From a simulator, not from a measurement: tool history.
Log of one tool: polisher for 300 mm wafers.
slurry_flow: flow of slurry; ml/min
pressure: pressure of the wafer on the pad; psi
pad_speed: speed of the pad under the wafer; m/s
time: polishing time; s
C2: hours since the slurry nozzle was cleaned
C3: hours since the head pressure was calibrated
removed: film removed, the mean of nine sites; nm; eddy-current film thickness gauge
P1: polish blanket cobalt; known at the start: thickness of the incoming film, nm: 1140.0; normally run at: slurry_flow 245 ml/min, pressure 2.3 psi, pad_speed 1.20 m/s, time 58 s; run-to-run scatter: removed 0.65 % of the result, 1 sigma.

{"run": 1, "day": 0.446, "slurry_flow": 245, "pressure": 2.3, "pad_speed": 1.2, "time": 58, "wafers polished on this pad": 749, "C2": 277.1, "C3": 409.4, "removed": 479.8}
{"run": 2, "day": 0.829, "slurry_flow": 375, "pressure": 2.3, "pad_speed": 1.2, "time": 58, "wafers polished on this pad": 868, "C2": 286.3, "C3": 418.6, "removed": 498.87}
{"run": 3, "day": 1.317, "slurry_flow": 245, "pressure": 3.5, "pad_speed": 1.2, "time": 58, "wafers polished on this pad": 1019, "C2": 298.0, "C3": 430.3, "removed": 731.17}
{"run": 4, "day": 1.783, "slurry_flow": 245, "pressure": 2.3, "pad_speed": 1.2, "time": 58, "wafers polished on this pad": 1164, "C2": 309.2, "C3": 441.5, "removed": 482.99}
{"run": 5, "day": 2.271, "slurry_flow": 245, "pressure": 2.3, "pad_speed": 1.72, "time": 58, "wafers polished on this pad": 1315, "C2": 320.9, "C3": 453.2, "removed": 694.57}
{"run": 6, "day": 2.667, "slurry_flow": 245, "pressure": 2.3, "pad_speed": 1.2, "time": 58, "wafers polished on this pad": 1437, "C2": 330.4, "C3": 462.7, "removed": 476.49}
{"run": 7, "day": 2.933, "slurry_flow": 155, "pressure": 1.2, "pad_speed": 1.2, "time": 58, "wafers polished on this pad": 1520, "C2": 336.8, "C3": 469.1, "removed": 235.64}
{"run": 8, "day": 3.233, "slurry_flow": 245, "pressure": 2.3, "pad_speed": 1.2, "time": 79, "wafers polished on this pad": 1613, "C2": 344.0, "C3": 476.3, "removed": 657.71}
{"run": 9, "day": 3.554, "slurry_flow": 245, "pressure": 2.3, "pad_speed": 1.2, "time": 58, "wafers polished on this pad": 1712, "C2": 351.7, "C3": 484.0, "removed": 484.43}
{"run": 10, "day": 3.871, "slurry_flow": 245, "pressure": 2.3, "pad_speed": 1.2, "time": 58, "wafers polished on this pad": 1811, "C2": 359.3, "C3": 491.6, "removed": 483.3}
{"run": 11, "day": 4.3, "slurry_flow": 245, "pressure": 2.3, "pad_speed": 0.54, "time": 58, "wafers polished on this pad": 1944, "C2": 369.6, "C3": 501.9, "removed": 215.74}
{"run": 12, "day": 4.662, "slurry_flow": 245, "pressure": 2.3, "pad_speed": 1.2, "time": 58, "wafers polished on this pad": 2056, "C2": 378.3, "C3": 510.6, "removed": 487.29}
{"run": 13, "day": 5.121, "slurry_flow": 245, "pressure": 1.3, "pad_speed": 1.2, "time": 58, "wafers polished on this pad": 2198, "C2": 389.3, "C3": 521.6, "removed": 271.42}
{"day": 5.192, "done": "head pressure recalibrated"}
{"run": 14, "day": 5.525, "slurry_flow": 245, "pressure": 2.3, "pad_speed": 1.2, "time": 27, "wafers polished on this pad": 2323, "C2": 399.0, "C3": 8.0, "removed": 225.61}

Forecast run 15:
{"run": 15, "day": 6.021, "slurry_flow": 145, "pressure": 2.3, "pad_speed": 1.2, "time": 58, "wafers polished on this pad": 2477, "C2": 410.9, "C3": 19.9, "removed": "?"}

{"run 15": {"removed": 440.65}}

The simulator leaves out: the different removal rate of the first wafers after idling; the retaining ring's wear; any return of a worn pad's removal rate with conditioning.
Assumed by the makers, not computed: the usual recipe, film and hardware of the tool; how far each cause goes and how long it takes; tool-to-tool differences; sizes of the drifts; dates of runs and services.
